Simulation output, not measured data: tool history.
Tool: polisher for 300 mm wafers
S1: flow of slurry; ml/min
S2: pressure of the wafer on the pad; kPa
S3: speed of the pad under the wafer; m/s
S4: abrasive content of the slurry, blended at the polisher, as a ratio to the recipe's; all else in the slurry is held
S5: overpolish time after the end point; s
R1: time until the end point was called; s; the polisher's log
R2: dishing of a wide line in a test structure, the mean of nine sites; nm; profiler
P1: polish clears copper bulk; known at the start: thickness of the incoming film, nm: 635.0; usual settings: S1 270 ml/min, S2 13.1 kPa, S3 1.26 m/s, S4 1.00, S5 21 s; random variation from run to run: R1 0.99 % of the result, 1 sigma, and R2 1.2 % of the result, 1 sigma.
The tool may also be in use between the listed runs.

| run | hour | S1 | S2 | S3 | S4 | S5 | R1 | R2 |
|---|---|---|---|---|---|---|---|---|
| 1 | 7.4 | 270 | 13.1 | 1.26 | 1.00 | 21 | 75.051 | 61.821 |
| 2 | 18.4 | 270 | 13.1 | 1.26 | 0.55 | 21 | 85.257 | 58.307 |
| 3 | 29.9 | 180 | 13.1 | 1.56 | 1.00 | 21 | 64.934 | 66.080 |
| 4 | 42.7 | 270 | 6.9 | 1.26 | 1.00 | 21 | 142.990 | 40.574 |
| 5 | 49.9 | 270 | 13.1 | 1.26 | 1.00 | 21 | 75.233 | 62.856 |
| 6 | 62.0 | 160 | 13.1 | 1.26 | 1.00 | 21 | 79.139 | 60.115 |
| 7 | 74.2 | 270 | 13.1 | 1.92 | 1.00 | 21 | 48.730 | 68.035 |
| 8 | 85.2 | 270 | 13.1 | 1.26 | 1.00 | 21 | 75.021 | 60.714 |
| 9 | 93.7 | 270 | 13.1 | 1.26 | 1.00 | 21 | 75.078 | 62.965 |
| 10 | 104.5 | 270 | 13.1 | 1.26 | 1.00 | 35 | 75.589 | 70.761 |
| 11 | 111.6 | 270 | 13.1 | 1.26 | 1.00 | 21 | 74.914 | 61.945 |
| 12 | 117.5 | 270 | 20.7 | 1.26 | 1.00 | 21 | 47.936 | 77.847 |
| 13 | 129.9 | 270 | 13.1 | 1.26 | 1.00 | 21 | 76.141 | 61.917 |
|  | 134.3 | head pressure recalibrated |
| 14 | 142.0 | 345 | 13.1 | 1.26 | 1.00 | 21 | 73.854 | 61.690 |
| 15 | 152.3 | 270 | 13.1 | 1.26 | 1.40 | 21 | 69.630 | 63.824 |
| 16 | 160.7 | 270 | 13.1 | 1.26 | 1.00 | 6 | 75.613 | 29.516 |
| 17 | 166.4 | 270 | 13.1 | 0.78 | 1.00 | 21 | 122.460 | 50.631 |
| 18 | 179.0 | 270 | 13.1 | 1.26 | 1.00 | 21 | 76.174 | 61.566 |
| 19 | 185.1 | 270 | 13.1 | 1.26 | 1.00 | 21 | 76.200 | 61.454 |

Run 20 comes next. What will it give?
| 20 | 196.5 | 270 | 13.1 | 1.26 | 1.00 | 21 | ? | ? |

Run 20 gave R1 77.882 s, R2 61.701 nm.
